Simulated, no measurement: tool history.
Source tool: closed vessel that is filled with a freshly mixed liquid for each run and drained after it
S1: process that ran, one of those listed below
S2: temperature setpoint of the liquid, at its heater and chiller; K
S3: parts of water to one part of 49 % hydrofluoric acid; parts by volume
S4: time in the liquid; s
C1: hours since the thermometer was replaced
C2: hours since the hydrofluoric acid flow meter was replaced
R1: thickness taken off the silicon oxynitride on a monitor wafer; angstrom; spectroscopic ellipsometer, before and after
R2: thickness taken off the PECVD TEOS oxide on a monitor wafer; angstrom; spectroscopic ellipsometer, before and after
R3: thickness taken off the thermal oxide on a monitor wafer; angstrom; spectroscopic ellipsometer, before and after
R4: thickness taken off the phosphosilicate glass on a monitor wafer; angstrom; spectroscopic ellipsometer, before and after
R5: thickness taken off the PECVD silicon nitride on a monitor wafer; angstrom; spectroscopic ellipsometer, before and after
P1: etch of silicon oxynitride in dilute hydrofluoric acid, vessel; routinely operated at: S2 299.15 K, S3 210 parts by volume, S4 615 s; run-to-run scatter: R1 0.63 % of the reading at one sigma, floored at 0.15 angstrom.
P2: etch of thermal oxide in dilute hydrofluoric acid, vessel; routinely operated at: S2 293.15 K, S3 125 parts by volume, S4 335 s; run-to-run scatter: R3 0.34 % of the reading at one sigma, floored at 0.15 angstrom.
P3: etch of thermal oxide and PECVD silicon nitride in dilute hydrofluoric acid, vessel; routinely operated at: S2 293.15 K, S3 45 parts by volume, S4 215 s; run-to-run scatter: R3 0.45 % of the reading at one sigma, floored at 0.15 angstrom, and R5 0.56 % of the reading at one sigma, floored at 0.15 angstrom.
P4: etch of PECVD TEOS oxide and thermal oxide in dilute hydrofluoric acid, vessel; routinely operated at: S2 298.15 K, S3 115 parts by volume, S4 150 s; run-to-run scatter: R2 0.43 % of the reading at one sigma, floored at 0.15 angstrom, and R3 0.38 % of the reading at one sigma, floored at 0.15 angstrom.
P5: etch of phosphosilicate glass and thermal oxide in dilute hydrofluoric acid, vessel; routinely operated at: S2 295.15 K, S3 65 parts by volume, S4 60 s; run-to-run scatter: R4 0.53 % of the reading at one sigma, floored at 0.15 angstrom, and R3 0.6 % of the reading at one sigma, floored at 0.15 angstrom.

run 1 hour=7.6 | S1=P1 S2=299.15 S3=210 S4=615 | C1=1305.8 C2=827.0 | R1=43.1940
run 2 hour=15.9 | S1=P1 S2=291.65 S3=210 S4=370 | C1=1314.1 C2=835.3 | R1=18.7890
run 3 hour=30.5 | S1=P1 S2=299.15 S3=210 S4=615 | C1=1328.7 C2=849.9 | R1=43.4290
run 4 hour=38.9 | S1=P4 S2=298.15 S3=20 S4=150 | C1=1337.1 C2=858.3 | R2=1417.500 R3=405.690
run 5 hour=51.5 | S1=P1 S2=299.15 S3=355 S4=1205 | C1=1349.7 C2=870.9 | R1=45.6470
run 6 hour=61.2 | S1=P1 S2=299.15 S3=210 S4=30 | C1=1359.4 C2=880.6 | R1=2.0562
run 7 hour=74.4 | S1=P5 S2=290.15 S3=65 S4=60 | C1=1372.6 C2=893.8 | R3=35.249 R4=1427.6
run 8 hour=85.3 | S1=P1 S2=299.15 S3=100 S4=615 | C1=1383.5 C2=904.7 | R1=100.2800
run 9 hour=97.4 | S1=P2 S2=293.15 S3=80 S4=335 | C1=1395.6 C2=916.8 | R3=169.130
run 10 hour=104.6 | S1=P1 S2=299.15 S3=210 S4=615 | C1=1402.8 C2=924.0 | R1=43.3770
run 11 hour=119.5 | S1=P1 S2=299.15 S3=210 S4=615 | C1=1417.7 C2=938.9 | R1=43.8780
run 12 hour=134.2 | S1=P5 S2=295.15 S3=65 S4=95 | C1=1432.4 C2=953.6 | R3=69.427 R4=2787.1
run 13 hour=148.7 | S1=P4 S2=298.15 S3=115 S4=60 | C1=1446.9 C2=968.1 | R2=86.431 R3=25.072
run 14 hour=156.3 | S1=P3 S2=293.15 S3=45 S4=215 | C1=1454.5 C2=975.7 | R3=191.470 R5=99.979
run 15 hour=167.0 | S1=P5 S2=295.15 S3=65 S4=60 | C1=1465.2 C2=986.4 | R3=44.265 R4=1758.6
run 16 hour=182.3 | S1=P2 S2=293.15 S3=125 S4=335 | C1=1480.5 C2=1001.7 | R3=103.550
run 17 hour=189.6 | S1=P4 S2=298.15 S3=115 S4=150 | C1=1487.8 C2=1009.0 | R2=216.410 R3=62.581
run 18 hour=200.8 | S1=P1 S2=299.15 S3=315 S4=200 | C1=1499.0 C2=1020.2 | R1=8.5674
run 19 hour=214.6 | S1=P3 S2=293.15 S3=45 S4=215 | C1=1512.8 C2=1034.0 | R3=192.160 R5=100.790
run 20 hour=222.8 | S1=P2 S2=293.15 S3=125 S4=55 | C1=1521.0 C2=1042.2 | R3=16.705
run 21 hour=234.2 | S1=P2 S2=298.15 S3=125 S4=335 | C1=1532.4 C2=1053.6 | R3=125.570
run 22 hour=247.0 | S1=P1 S2=299.15 S3=210 S4=615 | C1=1545.2 C2=1066.4 | R1=43.6620
run 23 hour=258.0 | S1=P1 S2=299.15 S3=330 S4=615 | C1=1556.2 C2=1077.4 | R1=24.8690
run 24 hour=265.4 | S1=P3 S2=293.15 S3=45 S4=90 | C1=1563.6 C2=1084.8 | R3=80.426 R5=42.393
run 25 hour=274.0 | S1=P4 S2=291.15 S3=115 S4=150 | C1=1572.2 C2=1093.4 | R2=161.930 R3=46.549

Run 26 comes next. What will it give?
run 26 hour=282.6 | S1=P5 S2=295.15 S3=30 S4=60 | C1=1580.8 C2=1102.0 | R3=? R4=?

Run 26 came out at R3 100.440 angstrom, R4 3970.0 angstrom.
